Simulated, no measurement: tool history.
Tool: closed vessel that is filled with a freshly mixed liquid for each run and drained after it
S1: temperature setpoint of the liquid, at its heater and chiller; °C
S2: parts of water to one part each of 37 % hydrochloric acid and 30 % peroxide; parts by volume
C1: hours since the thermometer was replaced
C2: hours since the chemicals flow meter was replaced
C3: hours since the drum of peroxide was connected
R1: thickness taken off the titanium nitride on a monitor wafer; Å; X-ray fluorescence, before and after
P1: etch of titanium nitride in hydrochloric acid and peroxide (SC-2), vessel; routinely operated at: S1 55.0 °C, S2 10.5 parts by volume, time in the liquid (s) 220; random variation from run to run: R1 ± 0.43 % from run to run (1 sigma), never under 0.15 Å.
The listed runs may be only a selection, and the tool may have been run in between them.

{"run": 1, "day": 0.396, "S1": 55.0, "S2": 10.5, "time in the liquid (s)": 220, "C1": 500.8, "C2": 341.1, "C3": 101.6, "R1": 60.227}
{"run": 2, "day": 0.988, "S1": 43.5, "S2": 10.5, "time in the liquid (s)": 220, "C1": 515.0, "C2": 355.3, "C3": 115.8, "R1": 27.926}
{"run": 3, "day": 1.492, "S1": 55.0, "S2": 10.5, "time in the liquid (s)": 435, "C1": 527.1, "C2": 367.4, "C3": 127.9, "R1": 119.85}
{"run": 4, "day": 2.083, "S1": 55.0, "S2": 4.0, "time in the liquid (s)": 390, "C1": 541.3, "C2": 381.6, "C3": 142.1, "R1": 222.18}
{"run": 5, "day": 2.638, "S1": 55.0, "S2": 10.5, "time in the liquid (s)": 30, "C1": 554.6, "C2": 394.9, "C3": 155.4, "R1": 8.4124}
{"run": 6, "day": 3.221, "S1": 47.5, "S2": 10.5, "time in the liquid (s)": 45, "C1": 568.6, "C2": 408.9, "C3": 169.4, "R1": 7.5266}
{"run": 7, "day": 3.517, "S1": 55.0, "S2": 10.5, "time in the liquid (s)": 220, "C1": 575.7, "C2": 416.0, "C3": 176.5, "R1": 60.579}
{"run": 8, "day": 4.112, "S1": 55.0, "S2": 10.5, "time in the liquid (s)": 220, "C1": 590.0, "C2": 430.3, "C3": 190.8, "R1": 60.147}
{"run": 9, "day": 4.692, "S1": 55.0, "S2": 18.5, "time in the liquid (s)": 220, "C1": 603.9, "C2": 444.2, "C3": 204.7, "R1": 36.782}
{"run": 10, "day": 5.233, "S1": 55.0, "S2": 10.5, "time in the liquid (s)": 220, "C1": 616.9, "C2": 457.2, "C3": 217.7, "R1": 60.267}
{"run": 11, "day": 5.667, "S1": 65.5, "S2": 10.5, "time in the liquid (s)": 220, "C1": 627.3, "C2": 467.6, "C3": 228.1, "R1": 117.05}
{"run": 12, "day": 6.058, "S1": 55.0, "S2": 4.0, "time in the liquid (s)": 220, "C1": 636.7, "C2": 477.0, "C3": 237.5, "R1": 126.58}
{"run": 13, "day": 6.458, "S1": 55.0, "S2": 6.5, "time in the liquid (s)": 30, "C1": 646.3, "C2": 486.6, "C3": 247.1, "R1": 11.923}
{"run": 14, "day": 6.846, "S1": 55.0, "S2": 10.5, "time in the liquid (s)": 220, "C1": 655.6, "C2": 495.9, "C3": 256.4, "R1": 59.889}
{"run": 15, "day": 7.383, "S1": 55.0, "S2": 10.5, "time in the liquid (s)": 220, "C1": 668.5, "C2": 508.8, "C3": 269.3, "R1": 57.479}

Run 16, settings as shown, results not yet in. Your forecast:
{"run": 16, "day": 7.688, "S1": 55.0, "S2": 10.5, "time in the liquid (s)": 220, "C1": 675.8, "C2": 516.1, "C3": 276.6, "R1": "?"}

R1: 56.4270 Å
